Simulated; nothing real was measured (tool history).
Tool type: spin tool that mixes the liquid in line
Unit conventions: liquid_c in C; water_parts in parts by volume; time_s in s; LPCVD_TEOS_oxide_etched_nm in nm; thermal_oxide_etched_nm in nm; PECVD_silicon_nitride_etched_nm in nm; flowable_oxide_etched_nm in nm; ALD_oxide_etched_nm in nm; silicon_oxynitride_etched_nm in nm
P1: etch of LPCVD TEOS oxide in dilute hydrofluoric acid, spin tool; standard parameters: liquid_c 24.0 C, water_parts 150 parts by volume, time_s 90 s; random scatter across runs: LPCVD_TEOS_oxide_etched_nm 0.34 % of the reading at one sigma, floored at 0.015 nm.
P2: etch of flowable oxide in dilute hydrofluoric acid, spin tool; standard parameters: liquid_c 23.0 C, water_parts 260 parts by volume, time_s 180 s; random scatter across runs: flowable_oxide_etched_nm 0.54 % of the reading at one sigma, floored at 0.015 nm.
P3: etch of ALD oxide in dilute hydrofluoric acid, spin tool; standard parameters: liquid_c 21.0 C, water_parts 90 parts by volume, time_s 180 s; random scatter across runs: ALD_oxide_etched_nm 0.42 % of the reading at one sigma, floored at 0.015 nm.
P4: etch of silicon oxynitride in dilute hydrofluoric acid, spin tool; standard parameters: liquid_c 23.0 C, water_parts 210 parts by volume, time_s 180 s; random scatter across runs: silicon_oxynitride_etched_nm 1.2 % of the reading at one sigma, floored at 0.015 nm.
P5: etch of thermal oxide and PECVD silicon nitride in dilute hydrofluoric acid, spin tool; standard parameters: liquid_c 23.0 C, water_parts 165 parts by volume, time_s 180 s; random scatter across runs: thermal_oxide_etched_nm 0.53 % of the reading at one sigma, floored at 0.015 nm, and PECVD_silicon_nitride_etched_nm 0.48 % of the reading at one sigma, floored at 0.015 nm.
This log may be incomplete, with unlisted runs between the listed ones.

run,hour,process,liquid_c,water_parts,time_s,LPCVD_TEOS_oxide_etched_nm,thermal_oxide_etched_nm,PECVD_silicon_nitride_etched_nm,flowable_oxide_etched_nm,ALD_oxide_etched_nm,silicon_oxynitride_etched_nm
1,12.5,P1,24.0,150,90,11.6750,,,,,
2,20.7,P5,23.0,260,180,,2.7589,2.9120,,,
3,28.3,P2,23.0,260,180,,,,31.498,,
4,38.6,P1,17.0,150,90,8.8649,,,,,
5,49.5,P2,17.0,260,180,,,,25.067,,
6,55.6,P3,21.0,90,180,,,,,42.854,
7,63.5,P2,23.0,260,180,,,,31.169,,
8,73.3,P3,21.0,55,180,,,,,72.447,
9,82.8,P1,24.0,150,90,11.7040,,,,,
10,93.8,P1,24.0,150,165,21.3590,,,,,
11,102.4,P1,24.0,215,155,13.1020,,,,,
12,110.8,P1,27.5,150,90,13.3310,,,,,
13,118.3,P3,21.0,90,180,,,,,42.793,
14,127.4,P3,27.5,90,180,,,,,55.461,
15,139.0,P2,23.0,480,180,,,,13.834,,
16,145.0,P4,18.0,210,180,,,,,,1.60160
17,154.3,P5,23.0,165,180,,4.8561,4.6286,,,
18,162.3,P4,23.0,210,30,,,,,,0.32717
19,170.5,P1,24.0,150,90,11.7110,,,,,
20,182.7,P1,24.0,150,90,11.7010,,,,,
21,193.2,P4,23.0,210,180,,,,,,2.00880
22,205.1,P1,24.0,255,90,6.1529,,,,,
23,217.3,P3,21.0,90,360,,,,,85.431,
24,224.9,P2,23.0,260,285,,,,49.848,,
25,235.6,P5,18.0,165,180,,3.9447,3.2726,,,
26,243.1,P4,23.0,210,180,,,,,,1.98040
27,252.3,P1,24.0,150,90,11.7100,,,,,
28,264.3,P5,23.0,165,345,,9.2290,8.7961,,,
29,273.3,P4,23.0,90,180,,,,,,5.16950
30,279.9,P1,28.5,270,90,6.7065,,,,,
31,287.5,P1,24.0,40,90,50.2670,,,,,
32,293.7,P5,23.0,165,180,,4.7725,4.6174,,,

Run 33 is up next; what results do you expect?
33,302.2,P1,24.0,150,90,?,,,,,

Run 33 produced LPCVD_TEOS_oxide_etched_nm 11.7040 nm.

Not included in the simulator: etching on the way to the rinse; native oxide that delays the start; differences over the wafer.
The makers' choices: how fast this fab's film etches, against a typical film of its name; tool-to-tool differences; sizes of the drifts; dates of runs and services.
